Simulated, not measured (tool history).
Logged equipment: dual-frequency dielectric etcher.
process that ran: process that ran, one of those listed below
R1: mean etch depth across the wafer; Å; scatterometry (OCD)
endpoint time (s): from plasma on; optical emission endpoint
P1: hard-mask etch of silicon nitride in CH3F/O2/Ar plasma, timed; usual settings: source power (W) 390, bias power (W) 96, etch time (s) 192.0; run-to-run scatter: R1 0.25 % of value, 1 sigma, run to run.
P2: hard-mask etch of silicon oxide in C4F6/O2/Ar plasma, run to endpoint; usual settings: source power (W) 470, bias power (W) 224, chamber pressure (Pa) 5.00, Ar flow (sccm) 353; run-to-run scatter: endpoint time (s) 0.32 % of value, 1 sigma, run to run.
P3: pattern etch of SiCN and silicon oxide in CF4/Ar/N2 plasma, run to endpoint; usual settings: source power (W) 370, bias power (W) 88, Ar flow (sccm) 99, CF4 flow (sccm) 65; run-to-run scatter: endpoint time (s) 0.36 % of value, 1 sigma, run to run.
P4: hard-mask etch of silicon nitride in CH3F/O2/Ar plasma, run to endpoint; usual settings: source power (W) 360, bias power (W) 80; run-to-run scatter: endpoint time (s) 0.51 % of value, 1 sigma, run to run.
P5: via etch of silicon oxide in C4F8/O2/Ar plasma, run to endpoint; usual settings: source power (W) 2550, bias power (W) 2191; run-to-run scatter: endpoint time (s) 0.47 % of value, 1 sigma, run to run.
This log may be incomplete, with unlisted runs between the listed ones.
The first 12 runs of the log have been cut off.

{"run": 13, "hour": 79.2, "process that ran": "P4", "source power (W)": 360, "bias power (W)": 80, "endpoint time (s)": 77.225}
{"run": 14, "hour": 86.5, "process that ran": "P3", "source power (W)": 510, "bias power (W)": 88, "Ar flow (sccm)": 99, "CF4 flow (sccm)": 65, "endpoint time (s)": 11.19}
{"run": 15, "hour": 90.5, "process that ran": "P3", "source power (W)": 370, "bias power (W)": 88, "Ar flow (sccm)": 69, "CF4 flow (sccm)": 65, "endpoint time (s)": 14.136}
{"run": 16, "hour": 98.6, "process that ran": "P1", "source power (W)": 390, "bias power (W)": 129, "etch time (s)": 268.0, "R1": 2313.5}
{"run": 17, "hour": 103.5, "process that ran": "P1", "source power (W)": 390, "bias power (W)": 96, "etch time (s)": 241.5, "R1": 1878.0}
{"hour": 104.8, "done": "source power generator calibrated"}
{"run": 18, "hour": 107.9, "process that ran": "P1", "source power (W)": 390, "bias power (W)": 96, "etch time (s)": 192.0, "R1": 1482.7}
{"run": 19, "hour": 115.8, "process that ran": "P1", "source power (W)": 390, "bias power (W)": 96, "etch time (s)": 192.0, "R1": 1485.1}
{"run": 20, "hour": 120.6, "process that ran": "P2", "source power (W)": 660, "bias power (W)": 224, "chamber pressure (Pa)": 5.0, "Ar flow (sccm)": 353, "endpoint time (s)": 73.677}
{"run": 21, "hour": 127.0, "process that ran": "P3", "source power (W)": 370, "bias power (W)": 88, "Ar flow (sccm)": 99, "CF4 flow (sccm)": 85, "endpoint time (s)": 14.303}
{"run": 22, "hour": 133.9, "process that ran": "P2", "source power (W)": 470, "bias power (W)": 224, "chamber pressure (Pa)": 6.8, "Ar flow (sccm)": 353, "endpoint time (s)": 87.092}
{"run": 23, "hour": 138.9, "process that ran": "P1", "source power (W)": 390, "bias power (W)": 96, "etch time (s)": 107.5, "R1": 835.65}
{"run": 24, "hour": 144.5, "process that ran": "P5", "source power (W)": 2550, "bias power (W)": 3075, "endpoint time (s)": 238.07}
{"run": 25, "hour": 151.5, "process that ran": "P3", "source power (W)": 370, "bias power (W)": 123, "Ar flow (sccm)": 99, "CF4 flow (sccm)": 65, "endpoint time (s)": 13.116}
{"run": 26, "hour": 159.0, "process that ran": "P5", "source power (W)": 2550, "bias power (W)": 2191, "endpoint time (s)": 262.81}
{"run": 27, "hour": 164.1, "process that ran": "P5", "source power (W)": 2550, "bias power (W)": 2191, "endpoint time (s)": 261.29}
{"run": 28, "hour": 169.0, "process that ran": "P5", "source power (W)": 3100, "bias power (W)": 2191, "endpoint time (s)": 241.48}
{"run": 29, "hour": 175.1, "process that ran": "P1", "source power (W)": 390, "bias power (W)": 76, "etch time (s)": 192.0, "R1": 1370.0}
{"run": 30, "hour": 180.7, "process that ran": "P1", "source power (W)": 390, "bias power (W)": 96, "etch time (s)": 192.0, "R1": 1485.8}
{"run": 31, "hour": 187.5, "process that ran": "P1", "source power (W)": 390, "bias power (W)": 96, "etch time (s)": 192.0, "R1": 1479.9}
{"run": 32, "hour": 194.0, "process that ran": "P1", "source power (W)": 390, "bias power (W)": 96, "etch time (s)": 192.0, "R1": 1477.5}
{"run": 33, "hour": 200.9, "process that ran": "P1", "source power (W)": 390, "bias power (W)": 96, "etch time (s)": 192.0, "R1": 1468.1}
{"run": 34, "hour": 206.0, "process that ran": "P1", "source power (W)": 390, "bias power (W)": 96, "etch time (s)": 192.0, "R1": 1469.4}
{"hour": 209.1, "done": "wet clean of the chamber"}
{"run": 35, "hour": 214.2, "process that ran": "P1", "source power (W)": 390, "bias power (W)": 96, "etch time (s)": 192.0, "R1": 1457.9}
{"run": 36, "hour": 222.2, "process that ran": "P1", "source power (W)": 390, "bias power (W)": 96, "etch time (s)": 192.0, "R1": 1460.8}

For run 37, what comes out?
{"run": 37, "hour": 229.8, "process that ran": "P1", "source power (W)": 390, "bias power (W)": 96, "etch time (s)": 192.0, "R1": "?"}

Logged for run 37: R1 1457.60 Å.
